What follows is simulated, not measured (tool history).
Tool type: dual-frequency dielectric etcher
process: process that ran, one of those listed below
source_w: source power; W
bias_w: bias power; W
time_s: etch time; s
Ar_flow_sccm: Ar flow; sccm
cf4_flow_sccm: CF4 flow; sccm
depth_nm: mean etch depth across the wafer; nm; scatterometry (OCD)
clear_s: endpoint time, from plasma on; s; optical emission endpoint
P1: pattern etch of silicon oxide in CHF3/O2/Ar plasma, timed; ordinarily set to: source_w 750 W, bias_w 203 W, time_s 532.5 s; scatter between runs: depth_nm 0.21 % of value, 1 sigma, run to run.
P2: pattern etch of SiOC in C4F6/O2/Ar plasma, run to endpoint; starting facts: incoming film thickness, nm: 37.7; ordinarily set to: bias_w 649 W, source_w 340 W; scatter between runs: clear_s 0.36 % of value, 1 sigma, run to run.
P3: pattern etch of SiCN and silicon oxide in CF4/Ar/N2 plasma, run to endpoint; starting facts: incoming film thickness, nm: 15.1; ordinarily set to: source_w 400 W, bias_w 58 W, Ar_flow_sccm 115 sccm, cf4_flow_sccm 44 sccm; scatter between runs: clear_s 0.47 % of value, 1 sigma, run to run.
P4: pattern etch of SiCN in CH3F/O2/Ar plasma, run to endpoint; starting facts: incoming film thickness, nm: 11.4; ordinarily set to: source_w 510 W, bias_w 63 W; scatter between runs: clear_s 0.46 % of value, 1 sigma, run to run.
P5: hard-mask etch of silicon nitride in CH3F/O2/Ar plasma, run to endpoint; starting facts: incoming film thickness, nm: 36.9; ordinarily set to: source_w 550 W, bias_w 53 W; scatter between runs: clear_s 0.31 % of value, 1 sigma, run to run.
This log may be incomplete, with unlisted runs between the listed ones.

{"run": 1, "hour": 14.6, "process": "P1", "source_w": 750, "bias_w": 203, "time_s": 532.5, "depth_nm": 1239.5}
{"run": 2, "hour": 23.3, "process": "P1", "source_w": 750, "bias_w": 203, "time_s": 293, "depth_nm": 684.06}
{"run": 3, "hour": 32.6, "process": "P2", "source_w": 340, "bias_w": 396, "clear_s": 14.858}
{"run": 4, "hour": 41.4, "process": "P3", "source_w": 400, "bias_w": 58, "Ar_flow_sccm": 69, "cf4_flow_sccm": 44, "clear_s": 21.088}
{"run": 5, "hour": 49.8, "process": "P2", "source_w": 340, "bias_w": 649, "clear_s": 12.257}
{"run": 6, "hour": 61.1, "process": "P4", "source_w": 510, "bias_w": 37, "clear_s": 35.035}
{"run": 7, "hour": 77.2, "process": "P2", "source_w": 220, "bias_w": 649, "clear_s": 14.367}
{"run": 8, "hour": 91.4, "process": "P5", "source_w": 550, "bias_w": 53, "clear_s": 53.161}
{"hour": 103.3, "done": "bias power generator calibrated"}
{"run": 9, "hour": 104.6, "process": "P3", "source_w": 400, "bias_w": 40, "Ar_flow_sccm": 115, "cf4_flow_sccm": 44, "clear_s": 25.891}
{"hour": 105.0, "done": "source power generator calibrated"}
{"run": 10, "hour": 122.4, "process": "P1", "source_w": 750, "bias_w": 203, "time_s": 532.5, "depth_nm": 1247.1}
{"run": 11, "hour": 136.0, "process": "P1", "source_w": 750, "bias_w": 203, "time_s": 679, "depth_nm": 1588.3}
{"run": 12, "hour": 144.6, "process": "P3", "source_w": 400, "bias_w": 58, "Ar_flow_sccm": 115, "cf4_flow_sccm": 55, "clear_s": 21.825}
{"run": 13, "hour": 162.6, "process": "P3", "source_w": 510, "bias_w": 58, "Ar_flow_sccm": 115, "cf4_flow_sccm": 44, "clear_s": 18.443}
{"run": 14, "hour": 179.8, "process": "P1", "source_w": 750, "bias_w": 203, "time_s": 532.5, "depth_nm": 1243.5}
{"run": 15, "hour": 196.6, "process": "P1", "source_w": 750, "bias_w": 203, "time_s": 532.5, "depth_nm": 1250.3}
{"run": 16, "hour": 206.7, "process": "P1", "source_w": 750, "bias_w": 142, "time_s": 411.5, "depth_nm": 855.59}
{"run": 17, "hour": 216.2, "process": "P1", "source_w": 750, "bias_w": 203, "time_s": 532.5, "depth_nm": 1248.9}
{"run": 18, "hour": 225.7, "process": "P1", "source_w": 750, "bias_w": 203, "time_s": 532.5, "depth_nm": 1247.5}
{"run": 19, "hour": 237.8, "process": "P1", "source_w": 750, "bias_w": 203, "time_s": 532.5, "depth_nm": 1251.5}
{"run": 20, "hour": 252.1, "process": "P4", "source_w": 630, "bias_w": 63, "clear_s": 27.38}
{"run": 21, "hour": 267.9, "process": "P1", "source_w": 950, "bias_w": 203, "time_s": 294.5, "depth_nm": 753.53}
{"run": 22, "hour": 276.1, "process": "P3", "source_w": 400, "bias_w": 58, "Ar_flow_sccm": 115, "cf4_flow_sccm": 44, "clear_s": 22.728}
{"run": 23, "hour": 287.2, "process": "P1", "source_w": 950, "bias_w": 203, "time_s": 532.5, "depth_nm": 1363.4}
{"run": 24, "hour": 297.8, "process": "P1", "source_w": 750, "bias_w": 249, "time_s": 532.5, "depth_nm": 1336.3}
{"run": 25, "hour": 307.7, "process": "P5", "source_w": 350, "bias_w": 53, "clear_s": 63.073}
{"run": 26, "hour": 321.5, "process": "P5", "source_w": 550, "bias_w": 74, "clear_s": 47.799}
{"run": 27, "hour": 330.3, "process": "P3", "source_w": 400, "bias_w": 58, "Ar_flow_sccm": 115, "cf4_flow_sccm": 44, "clear_s": 22.657}
{"run": 28, "hour": 340.8, "process": "P1", "source_w": 580, "bias_w": 203, "time_s": 532.5, "depth_nm": 1129.3}
{"run": 29, "hour": 350.6, "process": "P1", "source_w": 750, "bias_w": 123, "time_s": 532.5, "depth_nm": 1059.4}
{"run": 30, "hour": 363.5, "process": "P4", "source_w": 510, "bias_w": 63, "clear_s": 29.711}
{"run": 31, "hour": 375.2, "process": "P1", "source_w": 750, "bias_w": 203, "time_s": 532.5, "depth_nm": 1248.5}
{"run": 32, "hour": 386.4, "process": "P1", "source_w": 750, "bias_w": 203, "time_s": 532.5, "depth_nm": 1234.8}
{"run": 33, "hour": 398.0, "process": "P1", "source_w": 750, "bias_w": 203, "time_s": 532.5, "depth_nm": 1232.3}
{"run": 34, "hour": 408.6, "process": "P1", "source_w": 750, "bias_w": 203, "time_s": 532.5, "depth_nm": 1227.5}
{"hour": 423.2, "done": "wet clean of the chamber"}
{"run": 35, "hour": 425.9, "process": "P1", "source_w": 750, "bias_w": 203, "time_s": 532.5, "depth_nm": 1230.8}
{"run": 36, "hour": 437.1, "process": "P1", "source_w": 750, "bias_w": 203, "time_s": 532.5, "depth_nm": 1224.4}
{"run": 37, "hour": 446.5, "process": "P1", "source_w": 750, "bias_w": 203, "time_s": 532.5, "depth_nm": 1226.5}
{"run": 38, "hour": 454.6, "process": "P1", "source_w": 750, "bias_w": 203, "time_s": 532.5, "depth_nm": 1225.3}

What P1 gives has crept away from where it was. These 2 causes fit the log equally well, each at the size given:
A: source power that arrives under what is set, % = 4.16
B: bias power that arrives under what is set, % = 4.69
The drift started at roughly hour 375.2.
Each remaining cause and why it is not a fit:
chamber walls in a state that lowers the etch rate, %: serviced after onset, at hour 423.2, with no recovery of the prior output

Each of the check runs listed below is run on 3 wafers and reports their average, with the results left as question marks. Pick the one under which the possible causes would lead to clearly different results.
{"run": "check 1", "hour": 462.7, "process": "P2", "source_w": 280, "bias_w": 437, "clear_s": "?"}
{"run": "check 2", "hour": 462.7, "process": "P5", "source_w": 390, "bias_w": 69, "clear_s": "?"}
{"run": "check 3", "hour": 462.7, "process": "P3", "source_w": 470, "bias_w": 58, "Ar_flow_sccm": 97, "cf4_flow_sccm": 44, "clear_s": "?"}
{"run": "check 4", "hour": 462.7, "process": "P4", "source_w": 580, "bias_w": 63, "clear_s": "?"}

Predicted outcomes, by check and by cause:
check=check_1 result=clear_s if_A=15.613 if_B=15.647
check=check_2 result=clear_s if_A=56.521 if_B=56.527
check=check_3 result=clear_s if_A=19.906 if_B=19.494
check=check_4 result=clear_s if_A=28.811 if_B=28.8
Minimum pairwise separation of causes per check, each pair taken at its best-separating result: check 1 0.22 %; check 2 0.01 %; check 3 2.09 %; check 4 0.04 %
The other checks would show nearly matching results whichever cause is true, so check 3 is the only one that separates the causes.

Then check 3 was run and gave: clear_s 19.5 s. Which cause is it?

The correct cause is B, namely: bias power that arrives under what is set, %.
